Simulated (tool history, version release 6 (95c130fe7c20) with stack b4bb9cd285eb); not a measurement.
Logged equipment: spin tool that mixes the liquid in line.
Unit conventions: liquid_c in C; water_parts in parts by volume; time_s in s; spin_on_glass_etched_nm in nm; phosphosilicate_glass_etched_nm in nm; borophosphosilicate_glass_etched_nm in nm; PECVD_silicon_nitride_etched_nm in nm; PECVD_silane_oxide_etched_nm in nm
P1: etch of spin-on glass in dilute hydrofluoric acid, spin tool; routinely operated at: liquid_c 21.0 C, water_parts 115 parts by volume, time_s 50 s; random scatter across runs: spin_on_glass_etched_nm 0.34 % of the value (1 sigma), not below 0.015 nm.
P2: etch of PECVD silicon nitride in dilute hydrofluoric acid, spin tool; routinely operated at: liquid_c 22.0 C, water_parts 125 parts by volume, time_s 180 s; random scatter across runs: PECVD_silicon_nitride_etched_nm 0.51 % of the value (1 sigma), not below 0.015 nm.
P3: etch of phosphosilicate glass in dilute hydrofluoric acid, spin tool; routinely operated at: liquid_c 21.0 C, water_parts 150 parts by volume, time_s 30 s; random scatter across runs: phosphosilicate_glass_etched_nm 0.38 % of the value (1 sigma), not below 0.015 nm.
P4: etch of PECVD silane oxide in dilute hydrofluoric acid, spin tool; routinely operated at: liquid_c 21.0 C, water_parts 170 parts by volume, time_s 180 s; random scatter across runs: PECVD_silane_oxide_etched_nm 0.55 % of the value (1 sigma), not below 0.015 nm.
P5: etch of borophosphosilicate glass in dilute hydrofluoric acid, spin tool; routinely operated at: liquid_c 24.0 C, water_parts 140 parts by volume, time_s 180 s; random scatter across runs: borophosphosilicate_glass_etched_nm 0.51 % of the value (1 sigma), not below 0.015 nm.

| run | hour | process | liquid_c | water_parts | time_s | hours since the thermometer was replaced | hours since the hydrofluoric acid flow meter was replaced | spin_on_glass_etched_nm | phosphosilicate_glass_etched_nm | borophosphosilicate_glass_etched_nm | PECVD_silicon_nitride_etched_nm | PECVD_silane_oxide_etched_nm |
|---|---|---|---|---|---|---|---|---|---|---|---|---|
| 1 | 6.5 | P1 | 21.0 | 115 | 50 | 666.1 | 465.9 | 19.4090 |  |  |  |  |
| 2 | 12.8 | P1 | 21.0 | 45 | 15 | 672.4 | 472.2 | 16.1070 |  |  |  |  |
| 3 | 19.8 | P3 | 21.0 | 150 | 50 | 679.4 | 479.2 |  | 20.6390 |  |  |  |
| 4 | 28.0 | P3 | 17.0 | 150 | 30 | 687.6 | 487.4 |  | 10.5760 |  |  |  |
| 5 | 31.9 | P5 | 30.5 | 140 | 180 | 691.5 | 491.3 |  |  | 41.664 |  |  |
| 6 | 37.1 | P1 | 21.0 | 115 | 50 | 696.7 | 496.5 | 19.3660 |  |  |  |  |
| 7 | 41.7 | P1 | 21.0 | 115 | 50 | 701.3 | 501.1 | 19.4950 |  |  |  |  |
| 8 | 46.0 | P5 | 24.0 | 45 | 180 | 705.6 | 505.4 |  |  | 113.700 |  |  |
| 9 | 52.2 | P2 | 22.0 | 125 | 180 | 711.8 | 511.6 |  |  |  | 7.0456 |  |
| 10 | 60.0 | P4 | 21.0 | 245 | 180 | 719.6 | 519.4 |  |  |  |  | 13.809 |
| 11 | 66.9 | P1 | 21.0 | 115 | 50 | 726.5 | 526.3 | 19.2770 |  |  |  |  |
| 12 | 73.0 | P1 | 29.0 | 115 | 50 | 732.6 | 532.4 | 26.3700 |  |  |  |  |
| 13 | 80.6 | P5 | 24.0 | 140 | 180 | 740.2 | 540.0 |  |  | 32.189 |  |  |
| 14 | 89.3 | P3 | 21.0 | 275 | 30 | 748.9 | 548.7 |  | 5.9906 |  |  |  |
| 15 | 96.5 | P1 | 21.0 | 50 | 15 | 756.1 | 555.9 | 14.3480 |  |  |  |  |
| 16 | 100.5 | P1 | 21.0 | 115 | 15 | 760.1 | 559.9 | 5.7922 |  |  |  |  |
| 17 | 107.2 | P1 | 21.0 | 115 | 50 | 766.8 | 566.6 | 19.2790 |  |  |  |  |
| 18 | 111.4 | P2 | 22.0 | 30 | 180 | 771.0 | 570.8 |  |  |  | 28.6070 |  |
| 19 | 116.0 | P2 | 22.0 | 125 | 70 | 775.6 | 575.4 |  |  |  | 2.7433 |  |
| 20 | 123.0 | P1 | 21.0 | 115 | 95 | 782.6 | 582.4 | 36.8200 |  |  |  |  |
| 21 | 131.0 | P4 | 21.0 | 170 | 180 | 790.6 | 590.4 |  |  |  |  | 21.464 |
| 22 | 135.9 | P4 | 21.0 | 170 | 100 | 795.5 | 595.3 |  |  |  |  | 11.882 |
| 23 | 141.0 | P5 | 24.0 | 140 | 345 | 800.6 | 600.4 |  |  | 61.862 |  |  |
| 24 | 147.9 | P1 | 21.0 | 20 | 50 | 807.5 | 607.3 | 124.4600 |  |  |  |  |
| 25 | 153.1 | P4 | 17.0 | 170 | 180 | 812.7 | 612.5 |  |  |  |  | 18.408 |
| 26 | 160.5 | P5 | 24.0 | 140 | 180 | 820.1 | 619.9 |  |  | 32.359 |  |  |
| 27 | 166.8 | P1 | 17.0 | 195 | 50 | 826.4 | 626.2 | 8.9156 |  |  |  |  |
| 28 | 171.3 | P3 | 21.0 | 150 | 30 | 830.9 | 630.7 |  | 12.3320 |  |  |  |
| 29 | 178.6 | P1 | 21.0 | 175 | 50 | 838.2 | 638.0 | 11.9560 |  |  |  |  |
| 30 | 183.7 | P1 | 17.0 | 115 | 50 | 843.3 | 643.1 | 16.3970 |  |  |  |  |
| 31 | 191.7 | P2 | 22.0 | 125 | 180 | 851.3 | 651.1 |  |  |  | 7.0236 |  |
| 32 | 198.2 | P2 | 18.5 | 125 | 180 | 857.8 | 657.6 |  |  |  | 5.5917 |  |
| 33 | 204.8 | P1 | 21.0 | 115 | 50 | 864.4 | 664.2 | 19.4530 |  |  |  |  |
| 34 | 210.7 | P1 | 21.0 | 115 | 50 | 870.3 | 670.1 | 20.0730 |  |  |  |  |
| 35 | 215.4 | P1 | 21.0 | 115 | 50 | 875.0 | 674.8 | 20.4400 |  |  |  |  |
| 36 | 219.5 | P1 | 21.0 | 115 | 50 | 879.1 | 678.9 | 20.5800 |  |  |  |  |
| 37 | 225.0 | P1 | 21.0 | 115 | 50 | 884.6 | 684.4 | 20.7360 |  |  |  |  |
| 38 | 228.8 | P1 | 21.0 | 115 | 50 | 888.4 | 688.2 | 20.8820 |  |  |  |  |
| 39 | 233.1 | P1 | 21.0 | 115 | 50 | 892.7 | 692.5 | 20.8100 |  |  |  |  |
| 40 | 239.5 | P1 | 21.0 | 115 | 50 | 899.1 | 698.9 | 20.9380 |  |  |  |  |
| 41 | 244.5 | P1 | 21.0 | 115 | 50 | 904.1 | 703.9 | 20.9490 |  |  |  |  |
| 42 | 248.5 | P1 | 21.0 | 115 | 50 | 908.1 | 707.9 | 21.0080 |  |  |  |  |

P1 no longer gives what it gave before; its output has crept away from where it was. The following 2 causes, each at its listed size, fit the log equally well:
A: liquid hotter than its thermometer reads (K) = 2.03
B: hydrofluoric acid flow above the setpoint (%) = 7.46
The gradual shift began around hour 204.8.

The check runs listed below each take one wafer, and their results are still question marks. Under which run would the listed causes lead to clearly different results?
| check 1 | 252.5 | P3 | 17.0 | 150 | 50 |  |  |  | ? |  |  |  |
| check 2 | 252.5 | P5 | 24.0 | 140 | 335 |  |  |  |  | ? |  |  |
| check 3 | 252.5 | P4 | 17.0 | 170 | 180 |  |  |  |  |  |  | ? |
| check 4 | 252.5 | P2 | 22.0 | 60 | 180 |  |  |  |  |  | ? |  |

If the cause were each of the candidates in turn, the checks would give the following:
| check | result | if A | if B |
|---|---|---|---|
| check 1 | phosphosilicate_glass_etched_nm | 19.1420 | 19.1370 |
| check 2 | borophosphosilicate_glass_etched_nm | 65.090 | 65.477 |
| check 3 | PECVD_silane_oxide_etched_nm | 19.788 | 19.822 |
| check 4 | PECVD_silicon_nitride_etched_nm | 16.6960 | 15.6160 |
How far apart the two closest causes lie, in the result that separates them most: check 1 0.03 %; check 2 0.59 %; check 3 0.17 %; check 4 6.69 %
Only check 4 tells the causes apart: in the others they would give nearly the same result.

Check 4 has now been run. It gave: PECVD_silicon_nitride_etched_nm 15.6420 nm. Which of the candidate causes is it?

The correct cause is B, namely: hydrofluoric acid flow above the setpoint (%).
